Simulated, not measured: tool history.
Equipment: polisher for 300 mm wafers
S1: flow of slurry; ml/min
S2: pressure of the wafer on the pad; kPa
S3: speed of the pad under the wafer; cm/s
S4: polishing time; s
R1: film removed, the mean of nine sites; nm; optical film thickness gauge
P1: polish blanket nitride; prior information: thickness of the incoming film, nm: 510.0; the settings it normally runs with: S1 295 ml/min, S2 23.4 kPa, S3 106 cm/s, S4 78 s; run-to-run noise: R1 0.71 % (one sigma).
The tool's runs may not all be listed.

run   hour   S1    S2   S3   S4      R1
  1    7.1  295  23.4  106   78  131.23
  2   17.9  295  23.4  164   78  184.91
      20.3  -- head pressure recalibrated
  3   26.5  295  23.4  106   78  130.52
  4   38.8  415  23.4  106   78  133.06
  5   44.6  295  23.4  156   52  118.03
  6   51.2  295  23.4  106   78  130.69
  7   60.7  295  23.4  106   35  58.169
  8   71.9  295  23.4  106  111  186.32
  9   80.5  295  23.4  106   78  129.92
 10   91.8  295  23.4  106   78  130.21
 11  101.4  295  23.4  106   78  130.85
 12    113  295  23.4   78   78  102.18
 13    125  175  23.4  106   78  121.77
 14  134.8  295  37.2  106   78  205.69
 15  143.4  295  13.8  106   78  76.828
 16  150.5  295  23.4   80  102  136.67
 17  162.2  295  23.4  106   78  130.25
 18  168.8  295  23.4  106   78  130.09
 19  174.7  295  23.4  106   78  128.91
 20  185.6  295  23.4  106   78  126.75
 21  192.8  295  23.4  106   78  126.89
 22  202.2  295  23.4  106   78  125.96
 23  214.7  295  23.4  106   78  125.57
 24  223.3  295  23.4  106   78  125.08
 25  234.9  295  23.4  106   78  122.71
 26  245.5  295  23.4  106   78  122.62
     247.8  -- worn pad replaced by a new one
 27  254.6  295  23.4  106   78  123.36
 28  264.4  295  23.4  106   78  123.33
 29  275.8  295  23.4  106   78   123.3

What P1 gives has crept away from where it was. These 2 causes fit the log equally well, each at the size given:
A: head's pressure below its setpoint, % = 5.5
B: slurry flow missing at the pad, % = 38.7
The gradual shift began around hour 168.8.
Each remaining cause and why it is not a fit:
removal rate lost through wear of the pad, %: maintenance at hour 247.8, after the shift began, did not return the process to its former output

The 4 check runs listed below each average the results of 2 wafers, and their outcomes are marked with question marks. Under which run would the listed causes produce clearly different results?
check 1  287.2  295  34.5  106  38   ?
check 2  287.2  295  23.4  154  35   ?
check 3  287.2  175  23.4  106  35   ?
check 4  287.2  295  23.4  128  78   ?

What each check would give under each cause:
  check  result    if A    if B
check 1      R1   88.21  88.206
check 2      R1  74.488  74.484
check 3      R1  51.956  50.144
check 4      R1  143.17  143.17
Per-check spread between the two closest causes, in the result where they differ most: check 1 0 %; check 2 0 %; check 3 3.55 %; check 4 0 %
The causes can be told apart only by check 3. The other checks would give nearly the same results under each of them.

Check 3 has now been run. It gave: R1 50.269 nm. Which of the candidate causes is it?

It was cause B: slurry flow missing at the pad, %.
